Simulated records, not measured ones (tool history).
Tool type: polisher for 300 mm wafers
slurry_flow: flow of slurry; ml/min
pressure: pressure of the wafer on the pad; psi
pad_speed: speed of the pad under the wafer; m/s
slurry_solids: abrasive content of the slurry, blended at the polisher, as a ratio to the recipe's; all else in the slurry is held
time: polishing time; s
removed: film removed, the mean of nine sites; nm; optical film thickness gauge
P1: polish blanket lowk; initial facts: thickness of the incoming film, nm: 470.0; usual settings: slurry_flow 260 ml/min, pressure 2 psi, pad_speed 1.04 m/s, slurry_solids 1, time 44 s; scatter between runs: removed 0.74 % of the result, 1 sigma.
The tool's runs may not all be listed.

Run 1, hour 17.4: slurry_flow 260 ml/min, pressure 2 psi, pad_speed 1.04 m/s, slurry_solids 1, time 44 s. Result: removed 20.527 nm.
Run 2, hour 36.7: slurry_flow 260 ml/min, pressure 2 psi, pad_speed 1.04 m/s, slurry_solids 0.75, time 26 s. Result: removed 10.48 nm.
Run 3, hour 48.6: slurry_flow 260 ml/min, pressure 2 psi, pad_speed 1.04 m/s, slurry_solids 1, time 44 s. Result: removed 20.552 nm.
Run 4, hour 59.4: slurry_flow 260 ml/min, pressure 2 psi, pad_speed 0.6 m/s, slurry_solids 1, time 44 s. Result: removed 12.958 nm.
Run 5, hour 71.7: slurry_flow 260 ml/min, pressure 2.8 psi, pad_speed 1.04 m/s, slurry_solids 1, time 44 s. Result: removed 28.535 nm.
At hour 80.2: slurry nozzle cleaned.
Run 6, hour 88.6: slurry_flow 260 ml/min, pressure 2 psi, pad_speed 1.04 m/s, slurry_solids 1, time 69 s. Result: removed 31.732 nm.
Run 7, hour 99: slurry_flow 155 ml/min, pressure 2 psi, pad_speed 1.04 m/s, slurry_solids 1, time 44 s. Result: removed 19.068 nm.
Run 8, hour 115: slurry_flow 260 ml/min, pressure 2 psi, pad_speed 1.04 m/s, slurry_solids 1.4, time 44 s. Result: removed 23.725 nm.
Run 9, hour 131.7: slurry_flow 260 ml/min, pressure 2 psi, pad_speed 1.04 m/s, slurry_solids 1, time 44 s. Result: removed 20.266 nm.
Run 10, hour 146.2: slurry_flow 260 ml/min, pressure 2 psi, pad_speed 1.04 m/s, slurry_solids 1, time 44 s. Result: removed 20.674 nm.
Run 11, hour 163.5: slurry_flow 260 ml/min, pressure 2 psi, pad_speed 1.04 m/s, slurry_solids 1, time 44 s. Result: removed 20.474 nm.
Run 12, hour 174.9: slurry_flow 325 ml/min, pressure 2 psi, pad_speed 1.04 m/s, slurry_solids 1, time 44 s. Result: removed 20.894 nm.
Run 13, hour 193.2: slurry_flow 160 ml/min, pressure 2 psi, pad_speed 1.56 m/s, slurry_solids 1, time 44 s. Result: removed 26.416 nm.
Run 14, hour 201.6: slurry_flow 260 ml/min, pressure 1.1 psi, pad_speed 1.04 m/s, slurry_solids 1, time 44 s. Result: removed 11.241 nm.
Run 15, hour 210.5: slurry_flow 260 ml/min, pressure 2 psi, pad_speed 0.58 m/s, slurry_solids 1, time 64 s. Result: removed 18.714 nm.
Run 16, hour 220.4: slurry_flow 260 ml/min, pressure 2 psi, pad_speed 1.6 m/s, slurry_solids 1, time 44 s. Result: removed 28.762 nm.
Run 17, hour 230.4: slurry_flow 260 ml/min, pressure 2 psi, pad_speed 1.04 m/s, slurry_solids 1, time 44 s. Result: removed 20.467 nm.
At hour 233.6: head pressure recalibrated.
Run 18, hour 247: slurry_flow 260 ml/min, pressure 2 psi, pad_speed 1.04 m/s, slurry_solids 1, time 44 s. Result: removed 20.367 nm.
Run 19, hour 257.8: slurry_flow 260 ml/min, pressure 2 psi, pad_speed 1.04 m/s, slurry_solids 1, time 29 s. Result: removed 13.341 nm.
Run 20, hour 273.6: slurry_flow 260 ml/min, pressure 2 psi, pad_speed 1.04 m/s, slurry_solids 0.5, time 44 s. Result: removed 14.119 nm.
Run 21, hour 287.6: slurry_flow 260 ml/min, pressure 2 psi, pad_speed 1.04 m/s, slurry_solids 1, time 44 s. Result: removed 20.331 nm.
Run 22, hour 300.1: slurry_flow 260 ml/min, pressure 2 psi, pad_speed 1.04 m/s, slurry_solids 1, time 44 s. Result: removed 19.814 nm.
Run 23, hour 317.1: slurry_flow 260 ml/min, pressure 2 psi, pad_speed 1.04 m/s, slurry_solids 1, time 44 s. Result: removed 19.507 nm.
Run 24, hour 334.6: slurry_flow 260 ml/min, pressure 2 psi, pad_speed 1.04 m/s, slurry_solids 1, time 44 s. Result: removed 19.059 nm.
Run 25, hour 344.5: slurry_flow 260 ml/min, pressure 2 psi, pad_speed 1.04 m/s, slurry_solids 1, time 44 s. Result: removed 19.033 nm.
At hour 350.4: slurry nozzle cleaned.
Run 26, hour 353.1: slurry_flow 260 ml/min, pressure 2 psi, pad_speed 1.04 m/s, slurry_solids 1, time 44 s. Result: removed 18.868 nm.
At hour 354.6: conditioning disc replaced and pad reconditioned.
At hour 365.6: head pressure recalibrated.
Run 27, hour 370.4: slurry_flow 260 ml/min, pressure 2 psi, pad_speed 1.04 m/s, slurry_solids 1, time 44 s. Result: removed 18.689 nm.
Run 28, hour 384.2: slurry_flow 260 ml/min, pressure 2 psi, pad_speed 1.04 m/s, slurry_solids 1, time 44 s. Result: removed 18.63 nm.
Run 29, hour 400.1: slurry_flow 260 ml/min, pressure 2 psi, pad_speed 1.04 m/s, slurry_solids 1, time 44 s. Result: removed 18.605 nm.
Run 30, hour 417.4: slurry_flow 260 ml/min, pressure 2 psi, pad_speed 1.04 m/s, slurry_solids 1, time 44 s. Result: removed 18.514 nm.

The output of P1 has drifted from where it used to be. Each of the 2 causes below, taken at the size shown beside it, accounts for the log equally well:
A: abrasive missing from the slurry, % = 17.6
B: removal rate lost through wear of the pad, % = 8.85
At approximately hour 287.6, the process output began to creep.
Why every other cause is out:
slurry flow missing at the pad, %: serviced at hour 350.4, which brought nothing back
head's pressure below its setpoint, %: serviced at hour 365.6, which brought nothing back
time polished since the conditioner stopped cutting, s: serviced at hour 354.6, which brought nothing back

You are offered 4 check runs, listed below with question marks in place of their results; each one averages 3 wafers. Which run separates the listed causes by giving clearly different results for each?
Run check 1, hour 434.7: slurry_flow 155 ml/min, pressure 2 psi, pad_speed 1.04 m/s, slurry_solids 0.5, time 44 s. Result: removed ?.
Run check 2, hour 434.7: slurry_flow 260 ml/min, pressure 2 psi, pad_speed 0.62 m/s, slurry_solids 1, time 67 s. Result: removed ?.
Run check 3, hour 434.7: slurry_flow 260 ml/min, pressure 1.2 psi, pad_speed 1.04 m/s, slurry_solids 1, time 63 s. Result: removed ?.
Run check 4, hour 434.7: slurry_flow 155 ml/min, pressure 2 psi, pad_speed 1.04 m/s, slurry_solids 1, time 44 s. Result: removed ?.

Check results expected under each cause:
  check   result    if A    if B
check 1  removed  11.576   11.96
check 2  removed  18.764  18.764
check 3  removed  16.013  16.013
check 4  removed  17.396  17.396
How far apart the two closest causes lie, in the result that separates them most: check 1 3.26 %; check 2 0 %; check 3 0 %; check 4 0 %
Check 1 tells the causes apart: in the others they would give nearly the same result.

After running check 1, the following was obtained: removed 11.651 nm. Which cause does this point to?

The cause is A: abrasive missing from the slurry, %.
